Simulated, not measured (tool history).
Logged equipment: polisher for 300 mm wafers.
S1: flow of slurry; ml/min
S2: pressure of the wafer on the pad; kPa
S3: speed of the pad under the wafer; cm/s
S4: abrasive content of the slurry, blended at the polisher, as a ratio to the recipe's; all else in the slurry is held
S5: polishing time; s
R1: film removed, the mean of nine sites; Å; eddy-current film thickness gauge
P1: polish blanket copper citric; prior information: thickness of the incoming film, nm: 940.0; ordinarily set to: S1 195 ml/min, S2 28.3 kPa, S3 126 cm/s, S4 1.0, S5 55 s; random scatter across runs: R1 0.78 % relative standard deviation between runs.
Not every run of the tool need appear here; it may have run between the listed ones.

run    day   S1    S2   S3   S4  S5       R1
  1  0.667  195  28.3  126  1.0  55  1816.50
  2  1.025  195  28.3   68  1.0  55   992.68
  3  1.550  195  28.3  164  1.0  55  2360.90
  4  1.912  195  18.6  126  1.0  55  1178.60
  5  2.250  195  28.3  126  1.0  55  1816.10
  6  2.667  195  28.3  126  1.0  55  1808.40
     2.929  -- slurry blender recalibrated
  7  2.983  195  28.3  126  1.0  29   950.83
  8  3.483  195  28.3  126  1.3  34  1193.20
  9  4.162  195  28.3  126  1.0  71  2312.50
     4.204  -- slurry nozzle cleaned
 10  4.704  195  28.3  126  1.0  55  1790.40
 11  5.188  195  28.3  126  1.0  55  1824.60
     5.554  -- worn pad replaced by a new one
 12  5.812  195  28.3  126  0.5  55  1571.20
 13  6.404  115  28.3  126  1.0  55  1650.10
 14  7.025  195  38.6  126  1.0  55  2458.70
 15  7.567  295  28.3  126  1.0  55  1902.80
 16  8.254  195  28.3  126  1.3  55  1936.60
 17  8.967  195  28.3  126  1.0  55  1811.70
 18  9.488  195  28.3  126  1.0  55  1770.60

Forecast run 19:
 19  10.192  195  28.3  126  1.0  55   ?

{"run 19": {"R1": 1721.6}}
